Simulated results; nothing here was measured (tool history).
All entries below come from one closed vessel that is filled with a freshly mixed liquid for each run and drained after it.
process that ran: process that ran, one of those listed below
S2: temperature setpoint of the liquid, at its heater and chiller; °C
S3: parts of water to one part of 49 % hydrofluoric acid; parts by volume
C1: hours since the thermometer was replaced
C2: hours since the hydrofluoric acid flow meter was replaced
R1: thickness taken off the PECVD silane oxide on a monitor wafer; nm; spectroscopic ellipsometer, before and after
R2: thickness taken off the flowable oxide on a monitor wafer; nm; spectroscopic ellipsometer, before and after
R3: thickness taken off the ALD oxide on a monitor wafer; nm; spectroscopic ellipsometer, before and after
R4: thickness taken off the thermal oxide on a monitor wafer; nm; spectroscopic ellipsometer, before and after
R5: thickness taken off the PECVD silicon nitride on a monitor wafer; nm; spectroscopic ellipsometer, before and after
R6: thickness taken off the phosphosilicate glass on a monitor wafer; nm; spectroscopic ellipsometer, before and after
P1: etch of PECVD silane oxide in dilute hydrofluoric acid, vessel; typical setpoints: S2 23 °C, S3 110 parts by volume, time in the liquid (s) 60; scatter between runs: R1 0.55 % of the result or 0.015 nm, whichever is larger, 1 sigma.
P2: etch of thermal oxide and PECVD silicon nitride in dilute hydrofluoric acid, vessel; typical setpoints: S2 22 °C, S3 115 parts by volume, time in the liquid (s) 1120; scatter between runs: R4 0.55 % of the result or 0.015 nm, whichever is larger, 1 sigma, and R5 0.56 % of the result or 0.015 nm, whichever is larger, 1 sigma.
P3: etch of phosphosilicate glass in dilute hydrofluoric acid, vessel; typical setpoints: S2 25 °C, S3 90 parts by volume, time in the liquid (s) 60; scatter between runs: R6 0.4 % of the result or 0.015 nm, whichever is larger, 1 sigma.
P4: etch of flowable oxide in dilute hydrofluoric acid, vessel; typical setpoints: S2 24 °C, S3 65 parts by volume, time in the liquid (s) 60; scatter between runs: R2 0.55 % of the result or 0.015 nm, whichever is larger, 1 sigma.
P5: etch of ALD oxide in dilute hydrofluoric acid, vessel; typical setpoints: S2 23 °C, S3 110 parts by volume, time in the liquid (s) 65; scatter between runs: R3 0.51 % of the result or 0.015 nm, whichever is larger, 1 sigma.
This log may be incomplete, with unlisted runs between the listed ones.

{"run": 1, "hour": 4.1, "process that ran": "P1", "S2": 23, "S3": 110, "time in the liquid (s)": 60, "C1": 270.8, "C2": 706.3, "R1": 9.5934}
{"run": 2, "hour": 6.8, "process that ran": "P4", "S2": 17, "S3": 65, "time in the liquid (s)": 60, "C1": 273.5, "C2": 709, "R2": 24.425}
{"run": 3, "hour": 8.9, "process that ran": "P5", "S2": 23, "S3": 110, "time in the liquid (s)": 65, "C1": 275.6, "C2": 711.1, "R3": 5.558}
{"run": 4, "hour": 12.3, "process that ran": "P2", "S2": 22, "S3": 115, "time in the liquid (s)": 1120, "C1": 279, "C2": 714.5, "R4": 41.443, "R5": 45.759}
{"run": 5, "hour": 15.4, "process that ran": "P3", "S2": 25, "S3": 90, "time in the liquid (s)": 60, "C1": 282.1, "C2": 717.6, "R6": 43.338}
{"run": 6, "hour": 19.3, "process that ran": "P2", "S2": 22, "S3": 30, "time in the liquid (s)": 1120, "C1": 286, "C2": 721.5, "R4": 176.84, "R5": 171.07}
{"run": 7, "hour": 21.9, "process that ran": "P3", "S2": 25, "S3": 90, "time in the liquid (s)": 30, "C1": 288.6, "C2": 724.1, "R6": 21.75}
{"run": 8, "hour": 24.2, "process that ran": "P1", "S2": 23, "S3": 110, "time in the liquid (s)": 60, "C1": 290.9, "C2": 726.4, "R1": 9.6862}
{"run": 9, "hour": 27.1, "process that ran": "P5", "S2": 17.5, "S3": 110, "time in the liquid (s)": 65, "C1": 293.8, "C2": 729.3, "R3": 4.4862}
{"run": 10, "hour": 30.6, "process that ran": "P2", "S2": 22, "S3": 115, "time in the liquid (s)": 1120, "C1": 297.3, "C2": 732.8, "R4": 41.777, "R5": 45.47}
{"run": 11, "hour": 32.8, "process that ran": "P1", "S2": 23, "S3": 110, "time in the liquid (s)": 60, "C1": 299.5, "C2": 735, "R1": 9.5737}
{"run": 12, "hour": 36.6, "process that ran": "P3", "S2": 20.5, "S3": 90, "time in the liquid (s)": 60, "C1": 303.3, "C2": 738.8, "R6": 36.283}
{"run": 13, "hour": 39.5, "process that ran": "P3", "S2": 25, "S3": 45, "time in the liquid (s)": 60, "C1": 306.2, "C2": 741.7, "R6": 91.473}
{"run": 14, "hour": 43.0, "process that ran": "P1", "S2": 23, "S3": 110, "time in the liquid (s)": 60, "C1": 309.7, "C2": 745.2, "R1": 9.5711}
{"run": 15, "hour": 46.3, "process that ran": "P2", "S2": 17.5, "S3": 115, "time in the liquid (s)": 1120, "C1": 313, "C2": 748.5, "R4": 34.663, "R5": 33.489}
{"run": 16, "hour": 48.9, "process that ran": "P4", "S2": 24, "S3": 65, "time in the liquid (s)": 60, "C1": 315.6, "C2": 751.1, "R2": 32.775}
{"run": 17, "hour": 53.2, "process that ran": "P1", "S2": 23, "S3": 30, "time in the liquid (s)": 60, "C1": 319.9, "C2": 755.4, "R1": 38.977}
{"run": 18, "hour": 57.2, "process that ran": "P1", "S2": 23, "S3": 110, "time in the liquid (s)": 60, "C1": 323.9, "C2": 759.4, "R1": 9.571}
{"run": 19, "hour": 61.4, "process that ran": "P1", "S2": 23, "S3": 110, "time in the liquid (s)": 60, "C1": 328.1, "C2": 763.6, "R1": 9.6219}
{"run": 20, "hour": 65.0, "process that ran": "P5", "S2": 23, "S3": 190, "time in the liquid (s)": 65, "C1": 331.7, "C2": 767.2, "R3": 2.9237}
{"run": 21, "hour": 68.2, "process that ran": "P1", "S2": 23, "S3": 110, "time in the liquid (s)": 60, "C1": 334.9, "C2": 770.4, "R1": 9.553}
{"run": 22, "hour": 72.0, "process that ran": "P2", "S2": 22, "S3": 115, "time in the liquid (s)": 390, "C1": 338.7, "C2": 774.2, "R4": 14.477, "R5": 15.867}
{"run": 23, "hour": 75.1, "process that ran": "P4", "S2": 24, "S3": 65, "time in the liquid (s)": 60, "C1": 341.8, "C2": 777.3, "R2": 33.107}
{"run": 24, "hour": 78.3, "process that ran": "P1", "S2": 23, "S3": 190, "time in the liquid (s)": 60, "C1": 345, "C2": 780.5, "R1": 5.144}
{"run": 25, "hour": 82.4, "process that ran": "P1", "S2": 23, "S3": 110, "time in the liquid (s)": 90, "C1": 349.1, "C2": 784.6, "R1": 14.39}
{"run": 26, "hour": 86.3, "process that ran": "P1", "S2": 17, "S3": 110, "time in the liquid (s)": 60, "C1": 353, "C2": 788.5, "R1": 7.4474}
{"run": 27, "hour": 89.5, "process that ran": "P4", "S2": 24, "S3": 65, "time in the liquid (s)": 90, "C1": 356.2, "C2": 791.7, "R2": 49.492}
{"run": 28, "hour": 91.8, "process that ran": "P1", "S2": 26.5, "S3": 30, "time in the liquid (s)": 60, "C1": 358.5, "C2": 794, "R1": 44.976}
{"run": 29, "hour": 95.6, "process that ran": "P5", "S2": 23, "S3": 110, "time in the liquid (s)": 65, "C1": 362.3, "C2": 797.8, "R3": 5.6125}
{"run": 30, "hour": 97.7, "process that ran": "P1", "S2": 23, "S3": 110, "time in the liquid (s)": 30, "C1": 364.4, "C2": 799.9, "R1": 4.8447}
{"run": 31, "hour": 101.7, "process that ran": "P4", "S2": 24, "S3": 110, "time in the liquid (s)": 60, "C1": 368.4, "C2": 803.9, "R2": 18.419}
{"run": 32, "hour": 103.9, "process that ran": "P1", "S2": 29, "S3": 110, "time in the liquid (s)": 60, "C1": 370.6, "C2": 806.1, "R1": 12.03}
{"run": 33, "hour": 107.7, "process that ran": "P5", "S2": 23, "S3": 110, "time in the liquid (s)": 125, "C1": 374.4, "C2": 809.9, "R3": 10.713}
{"run": 34, "hour": 111.3, "process that ran": "P1", "S2": 23, "S3": 110, "time in the liquid (s)": 60, "C1": 378, "C2": 813.5, "R1": 9.6561}
{"run": 35, "hour": 115.1, "process that ran": "P1", "S2": 23, "S3": 110, "time in the liquid (s)": 60, "C1": 381.8, "C2": 817.3, "R1": 10.037}
{"run": 36, "hour": 117.6, "process that ran": "P1", "S2": 23, "S3": 110, "time in the liquid (s)": 60, "C1": 384.3, "C2": 819.8, "R1": 10.296}
{"run": 37, "hour": 121.4, "process that ran": "P1", "S2": 23, "S3": 110, "time in the liquid (s)": 60, "C1": 388.1, "C2": 823.6, "R1": 10.441}
{"run": 38, "hour": 125.5, "process that ran": "P1", "S2": 23, "S3": 110, "time in the liquid (s)": 60, "C1": 392.2, "C2": 827.7, "R1": 10.503}
{"run": 39, "hour": 128.8, "process that ran": "P1", "S2": 23, "S3": 110, "time in the liquid (s)": 60, "C1": 395.5, "C2": 831, "R1": 10.518}
{"run": 40, "hour": 132.3, "process that ran": "P1", "S2": 23, "S3": 110, "time in the liquid (s)": 60, "C1": 399, "C2": 834.5, "R1": 10.466}

P1 no longer gives what it gave before; its output has crept away from where it was. The following 2 causes, each at its listed size, fit the log equally well:
A: liquid hotter than its thermometer reads (K) = 2.39
B: hydrofluoric acid flow above the setpoint (%) = 8.69
The drift started at roughly hour 111.3.

Of the 4 check runs listed below, each run on one wafer and each result written as a question mark, which would let you distinguish the listed causes because they would give clearly different results?
{"run": "check 1", "hour": 135.8, "process that ran": "P3", "S2": 25, "S3": 90, "time in the liquid (s)": 60, "R6": "?"}
{"run": "check 2", "hour": 135.8, "process that ran": "P2", "S2": 22, "S3": 115, "time in the liquid (s)": 1120, "R4": "?", "R5": "?"}
{"run": "check 3", "hour": 135.8, "process that ran": "P5", "S2": 23, "S3": 110, "time in the liquid (s)": 65, "R3": "?"}
{"run": "check 4", "hour": 135.8, "process that ran": "P4", "S2": 24, "S3": 65, "time in the liquid (s)": 60, "R2": "?"}

Expected result of each check under each candidate cause:
check=check_1 result=R6 if_A=47.543 if_B=47.5
check=check_2 result=R4 if_A=45.778 if_B=45.756
check=check_2 result=R5 if_A=53.489 if_B=49.586
check=check_3 result=R3 if_A=6.1377 if_B=6.1372
check=check_4 result=R2 if_A=36.26 if_B=36.04
How far apart the two closest causes lie, in the result that separates them most: check 1 0.09 %; check 2 7.58 %; check 3 0.01 %; check 4 0.61 %
Of the check runs offered, only check 2 discriminates between the causes; the rest would read about the same regardless of which cause applies.

After running check 2, the following was obtained: R4 45.744 nm; R5 53.592 nm. Which cause does this point to?

Of the candidate causes, it is A: liquid hotter than its thermometer reads (K).
